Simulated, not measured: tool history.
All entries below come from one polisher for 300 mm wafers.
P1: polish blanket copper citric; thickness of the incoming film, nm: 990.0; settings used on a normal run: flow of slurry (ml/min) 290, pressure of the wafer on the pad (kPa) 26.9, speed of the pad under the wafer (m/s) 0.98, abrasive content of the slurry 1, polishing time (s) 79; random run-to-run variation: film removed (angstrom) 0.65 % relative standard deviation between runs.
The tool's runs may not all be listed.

run,hour,flow of slurry (ml/min),pressure of the wafer on the pad (kPa),speed of the pad under the wafer (m/s),abrasive content of the slurry,polishing time (s),film removed (angstrom)
1,5.1,290,26.9,0.98,1,79,2535.5
2,10.7,290,26.9,0.98,1,79,2537.9
3,16.3,290,26.9,0.98,1,50,1599.1
4,20.8,290,26.9,0.98,1,79,2526.7
5,25.7,290,26.9,0.98,1,79,2578.3
# hour 30.4: head pressure recalibrated
6,31.8,290,26.9,0.98,1,100,3219.5
7,36,290,26.9,0.98,1,79,2537.3
8,42.2,175,26.9,0.98,1,79,2413.4
9,49.2,290,26.9,0.98,1.3,79,2679.7
10,55.6,215,26.9,0.98,1.25,79,2559.4
11,60.7,290,26.9,0.44,1,79,1168.4
12,67.2,290,15.9,0.98,1,79,1538.5
13,70.2,290,26.9,0.98,0.55,79,2251.4
14,74.8,290,42.1,0.98,1,79,3955.9
15,79.3,380,26.9,0.98,1,79,2579.7
16,82.9,290,26.9,0.98,1,79,2544
17,88.7,290,26.9,1.54,1,79,3928.8
18,93.3,290,26.9,0.98,1,79,2558
19,100.2,290,26.9,0.98,1,79,2518.1
20,104.7,290,26.9,0.98,1,79,2465.1
21,109.7,290,26.9,0.98,1,79,2432.9
22,116.7,290,26.9,0.98,1,79,2451.4
# hour 119.9: slurry blender recalibrated
23,123.5,290,26.9,0.98,1,79,2436.4
# hour 129.3: worn pad replaced by a new one
24,129.6,290,26.9,0.98,1,79,2397.6
25,133.2,290,26.9,0.98,1,79,2412.7
26,139.8,290,26.9,0.98,1,79,2403.5
27,145.4,290,26.9,0.98,1,79,2425.8

Something has made what P1 gives creep away from where it was; the 2 causes below, each at its own stated size, fit the log equally well:
A: head's pressure below its setpoint, % = 5.7
B: slurry flow missing at the pad, % = 38.5
Onset of the creep was near hour 93.3.
Why every other cause is out:
removal rate lost through wear of the pad, %: serviced at hour 129.3, after the drift had started, without restoring the earlier output
abrasive missing from the slurry, %: serviced at hour 119.9, after the drift had started, without restoring the earlier output

Consider the 4 check runs below, whose results appear as question marks and each of which averages 2 wafers. Which one distinguishes the causes, in that each cause would give it a clearly different result?
check 1,151,350,26.9,0.98,1,79,?
check 2,151,290,21.4,1.46,1,79,?
check 3,151,290,40,1.22,1,79,?
check 4,151,175,26.9,0.98,1,99,?

Check results expected under each cause:
check,result,if A,if B
check 1,film removed (angstrom),2443.8,2466.7
check 2,film removed (angstrom),2838.9,2839.2
check 3,film removed (angstrom),4411.2,4413.2
check 4,film removed (angstrom),2837,2740.5
Minimum pairwise separation of causes per check, each pair taken at its best-separating result: check 1 0.94 %; check 2 0.01 %; check 3 0.04 %; check 4 3.46 %
The other checks would show nearly matching results whichever cause is true, so check 4 is the only one that separates the causes.

The results of check 4 are: film removed (angstrom) 2833.1. Based on these, which of the listed causes is it?

The cause is A: head's pressure below its setpoint, %.
